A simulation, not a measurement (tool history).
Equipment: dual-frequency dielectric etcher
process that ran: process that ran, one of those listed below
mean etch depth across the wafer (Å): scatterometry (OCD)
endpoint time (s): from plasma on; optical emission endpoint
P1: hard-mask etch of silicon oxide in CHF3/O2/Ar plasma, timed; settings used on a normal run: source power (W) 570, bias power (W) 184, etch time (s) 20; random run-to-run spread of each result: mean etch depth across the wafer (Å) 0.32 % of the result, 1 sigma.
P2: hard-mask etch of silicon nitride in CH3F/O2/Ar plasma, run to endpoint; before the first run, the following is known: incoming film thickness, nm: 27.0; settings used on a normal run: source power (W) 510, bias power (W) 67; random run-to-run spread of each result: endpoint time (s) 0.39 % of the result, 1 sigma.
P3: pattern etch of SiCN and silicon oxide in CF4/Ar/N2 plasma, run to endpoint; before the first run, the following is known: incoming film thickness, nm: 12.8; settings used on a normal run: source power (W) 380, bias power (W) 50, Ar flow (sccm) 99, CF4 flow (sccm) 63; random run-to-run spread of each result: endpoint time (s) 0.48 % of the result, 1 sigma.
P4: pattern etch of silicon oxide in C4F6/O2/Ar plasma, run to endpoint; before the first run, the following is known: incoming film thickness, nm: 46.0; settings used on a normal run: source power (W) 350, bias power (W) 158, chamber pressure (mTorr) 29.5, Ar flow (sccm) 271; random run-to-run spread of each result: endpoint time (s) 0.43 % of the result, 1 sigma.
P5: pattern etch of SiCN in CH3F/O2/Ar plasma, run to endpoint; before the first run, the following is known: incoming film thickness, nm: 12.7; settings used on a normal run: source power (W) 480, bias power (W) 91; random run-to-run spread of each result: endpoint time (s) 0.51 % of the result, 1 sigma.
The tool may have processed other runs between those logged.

run,hour,process that ran,source power (W),bias power (W),etch time (s),chamber pressure (mTorr),Ar flow (sccm),CF4 flow (sccm),hours since the last wet clean,hours since the last source power generator calibration,hours since the last bias power generator calibration,mean etch depth across the wafer (Å),endpoint time (s)
1,10.1,P1,570,184,20,,,,360.3,460.9,318.9,388.18,
2,28.6,P1,570,184,20,,,,378.8,479.4,337.4,388.19,
3,43.7,P4,350,158,,29.5,271,,393.9,494.5,352.5,,16.123
4,55.5,P3,380,50,,,99,89,405.7,506.3,364.3,,18.108
5,71.2,P1,570,184,20,,,,421.4,522,380,389.48,
6,85,P4,350,109,,29.5,271,,435.2,535.8,393.8,,18.203
7,97.8,P1,570,184,20,,,,448,548.6,406.6,389.3,
8,113.7,P3,250,50,,,99,63,463.9,564.5,422.5,,27.714
9,127.6,P5,480,126,,,,,477.8,578.4,436.4,,25.501
10,143.1,P1,680,184,20,,,,493.3,593.9,451.9,415.6,
11,154.1,P3,380,30,,,99,63,504.3,604.9,462.9,,22.243
12,162.5,P1,570,184,11,,,,512.7,613.3,471.3,214.67,
13,176,P2,710,67,,,,,526.2,626.8,484.8,,32.933
14,185.4,P3,380,50,,,99,63,535.6,636.2,494.2,,19.16
15,198.6,P5,670,91,,,,,548.8,649.4,507.4,,25.401
16,210.6,P4,410,158,,29.5,271,,560.8,661.4,519.4,,15.16
17,227.4,P1,570,129,20,,,,577.6,678.2,536.2,347.71,
18,238.9,P1,570,184,20,,,,589.1,689.7,547.7,390.01,
19,257.3,P1,350,184,11.5,,,,607.5,708.1,566.1,185.58,
20,265.9,P1,570,228,20,,,,616.1,716.7,574.7,420.56,
21,277.5,P1,400,184,20,,,,627.7,728.3,586.3,342.01,
22,292.1,P1,570,152,29.5,,,,642.3,742.9,600.9,539.57,
23,308.6,P1,570,184,29.5,,,,658.8,759.4,617.4,572.09,
24,327.1,P4,350,158,,37.5,271,,677.3,777.9,635.9,,16.682
25,345.7,P1,570,126,24,,,,695.9,796.5,654.5,412.3,
26,362.5,P3,380,50,,,135,63,712.7,813.3,671.3,,20.303
27,375.5,P1,570,184,20,,,,725.7,826.3,684.3,389.29,
28,385.9,P5,480,91,,,,,736.1,836.7,694.7,,28.809
29,403,P4,350,158,,29.5,189,,753.2,853.8,711.8,,15.585
30,416.2,P2,510,53,,,,,766.4,867,725,,40.493
31,427.8,P2,510,67,,,,,778,878.6,736.6,,37.591
32,438.6,P1,570,184,20,,,,788.8,889.4,747.4,392.66,
33,457.7,P1,570,184,20,,,,807.9,908.5,766.5,386.91,
34,472.2,P1,570,184,20,,,,822.4,923,781,384.21,
35,489.6,P1,570,184,20,,,,839.8,940.4,798.4,384.16,
# hour 494.4: wet clean of the chamber
36,504.7,P1,570,184,20,,,,10.4,955.5,813.5,383.1,
37,514.3,P1,570,184,20,,,,20,965.1,823.1,383.46,
38,527.1,P1,570,184,20,,,,32.8,977.9,835.9,385.36,
39,540.8,P1,570,184,20,,,,46.5,991.6,849.6,383.31,
40,559.9,P1,570,184,20,,,,65.6,1010.7,868.7,382.68,

Compared with where it was, what P1 gives has crept away. Each cause listed below fits the log as well as the rest, at the size given for it:
A: source power that arrives under what is set, % = 4.06
B: bias power that arrives under what is set, % = 4.58
The process output started creeping at around hour 438.6.
Excluded causes, each with its reason:
chamber walls in a state that lowers the etch rate, %: maintenance at hour 494.4, after the shift began, did not return the process to its former output

4 check runs are offered, each on 3 wafers whose results are averaged, their results left as question marks. Which one tells the causes apart?
check 1,579,P3,380,39,,,126,63,,,,,?
check 2,579,P2,670,67,,,,,,,,,?
check 3,579,P5,660,91,,,,,,,,,?
check 4,579,P4,350,114,,29.5,193,,,,,,?

If the cause were each of the candidates in turn, the checks would give the following:
check,result,if A,if B
check 1,endpoint time (s),22.471,21.975
check 2,endpoint time (s),34.347,34.314
check 3,endpoint time (s),26.044,26.075
check 4,endpoint time (s),17.477,17.421
Separation of the two closest causes in each check, using whichever result separates them best: check 1 2.23 %; check 2 0.1 %; check 3 0.12 %; check 4 0.32 %
Of the check runs offered, only check 1 discriminates between the causes; the rest would read about the same regardless of which cause applies.

Check 1 was carried out, with these results: endpoint time (s) 21.899. Which of the listed causes is responsible?

It is B: bias power that arrives under what is set, %.

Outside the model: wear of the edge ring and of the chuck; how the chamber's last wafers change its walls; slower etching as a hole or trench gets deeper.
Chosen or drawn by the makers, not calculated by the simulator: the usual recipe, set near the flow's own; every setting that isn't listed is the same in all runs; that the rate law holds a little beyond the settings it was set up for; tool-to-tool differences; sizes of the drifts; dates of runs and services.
